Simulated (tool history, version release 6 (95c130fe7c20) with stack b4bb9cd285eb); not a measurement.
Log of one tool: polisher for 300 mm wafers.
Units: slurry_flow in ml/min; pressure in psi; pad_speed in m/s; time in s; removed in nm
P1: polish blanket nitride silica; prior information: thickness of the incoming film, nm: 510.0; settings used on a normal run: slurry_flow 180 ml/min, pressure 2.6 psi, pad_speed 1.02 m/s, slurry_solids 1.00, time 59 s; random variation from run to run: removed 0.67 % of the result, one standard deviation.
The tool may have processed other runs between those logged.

run 1 hour=6.9 | slurry_flow=180 pressure=2.6 pad_speed=1.02 slurry_solids=1.00 time=59 | removed=27.429
run 2 hour=12.1 | slurry_flow=180 pressure=3.6 pad_speed=1.02 slurry_solids=1.00 time=59 | removed=37.499
run 3 hour=20.1 | slurry_flow=180 pressure=2.6 pad_speed=1.02 slurry_solids=1.00 time=59 | removed=27.094
run 4 hour=26.0 | slurry_flow=180 pressure=2.6 pad_speed=0.54 slurry_solids=1.00 time=59 | removed=16.094
run 5 hour=31.7 | slurry_flow=180 pressure=2.6 pad_speed=1.38 slurry_solids=1.30 time=59 | removed=37.961
run 6 hour=36.4 | slurry_flow=180 pressure=2.6 pad_speed=1.02 slurry_solids=1.00 time=59 | removed=26.969
run 7 hour=44.1 | slurry_flow=180 pressure=3.9 pad_speed=1.56 slurry_solids=1.00 time=59 | removed=57.210
run 8 hour=50.1 | slurry_flow=180 pressure=1.6 pad_speed=1.02 slurry_solids=1.00 time=59 | removed=16.565
run 9 hour=58.1 | slurry_flow=180 pressure=2.6 pad_speed=1.02 slurry_solids=1.00 time=93 | removed=42.344
run 10 hour=62.5 | slurry_flow=180 pressure=2.6 pad_speed=1.02 slurry_solids=1.00 time=59 | removed=26.924
run 11 hour=66.6 | slurry_flow=180 pressure=2.6 pad_speed=1.02 slurry_solids=0.65 time=59 | removed=21.627
run 12 hour=71.1 | slurry_flow=180 pressure=2.6 pad_speed=1.02 slurry_solids=1.45 time=59 | removed=31.553
run 13 hour=76.6 | slurry_flow=110 pressure=2.6 pad_speed=1.02 slurry_solids=1.00 time=59 | removed=24.735
run 14 hour=82.2 | slurry_flow=180 pressure=2.6 pad_speed=1.02 slurry_solids=1.00 time=59 | removed=26.968
run 15 hour=86.6 | slurry_flow=180 pressure=2.6 pad_speed=1.02 slurry_solids=1.00 time=59 | removed=26.839
run 16 hour=93.0 | slurry_flow=180 pressure=2.6 pad_speed=1.58 slurry_solids=1.00 time=59 | removed=38.046
run 17 hour=100.5 | slurry_flow=180 pressure=2.6 pad_speed=1.02 slurry_solids=1.00 time=27 | removed=12.338
run 18 hour=108.5 | slurry_flow=280 pressure=2.6 pad_speed=1.02 slurry_solids=1.00 time=59 | removed=28.689
run 19 hour=112.3 | slurry_flow=180 pressure=2.6 pad_speed=1.02 slurry_solids=1.00 time=59 | removed=27.114
run 20 hour=117.8 | slurry_flow=180 pressure=2.6 pad_speed=1.02 slurry_solids=1.00 time=59 | removed=26.299
run 21 hour=125.7 | slurry_flow=180 pressure=2.6 pad_speed=1.02 slurry_solids=1.00 time=59 | removed=25.384
run 22 hour=131.7 | slurry_flow=180 pressure=2.6 pad_speed=1.02 slurry_solids=1.00 time=59 | removed=24.987
-- hour=137.4 head pressure recalibrated
run 23 hour=138.0 | slurry_flow=180 pressure=2.6 pad_speed=1.02 slurry_solids=1.00 time=59 | removed=24.702
-- hour=140.3 conditioning disc replaced and pad reconditioned
-- hour=142.2 slurry nozzle cleaned
run 24 hour=142.4 | slurry_flow=180 pressure=2.6 pad_speed=1.02 slurry_solids=1.00 time=59 | removed=24.837
run 25 hour=148.2 | slurry_flow=180 pressure=2.6 pad_speed=1.02 slurry_solids=1.00 time=59 | removed=24.341
run 26 hour=155.7 | slurry_flow=180 pressure=2.6 pad_speed=1.02 slurry_solids=1.00 time=59 | removed=24.271
run 27 hour=159.3 | slurry_flow=180 pressure=2.6 pad_speed=1.02 slurry_solids=1.00 time=59 | removed=24.473

For run 28, what comes out?
run 28 hour=164.8 | slurry_flow=180 pressure=2.6 pad_speed=1.02 slurry_solids=1.00 time=59 | removed=?

removed: 24.624 nm

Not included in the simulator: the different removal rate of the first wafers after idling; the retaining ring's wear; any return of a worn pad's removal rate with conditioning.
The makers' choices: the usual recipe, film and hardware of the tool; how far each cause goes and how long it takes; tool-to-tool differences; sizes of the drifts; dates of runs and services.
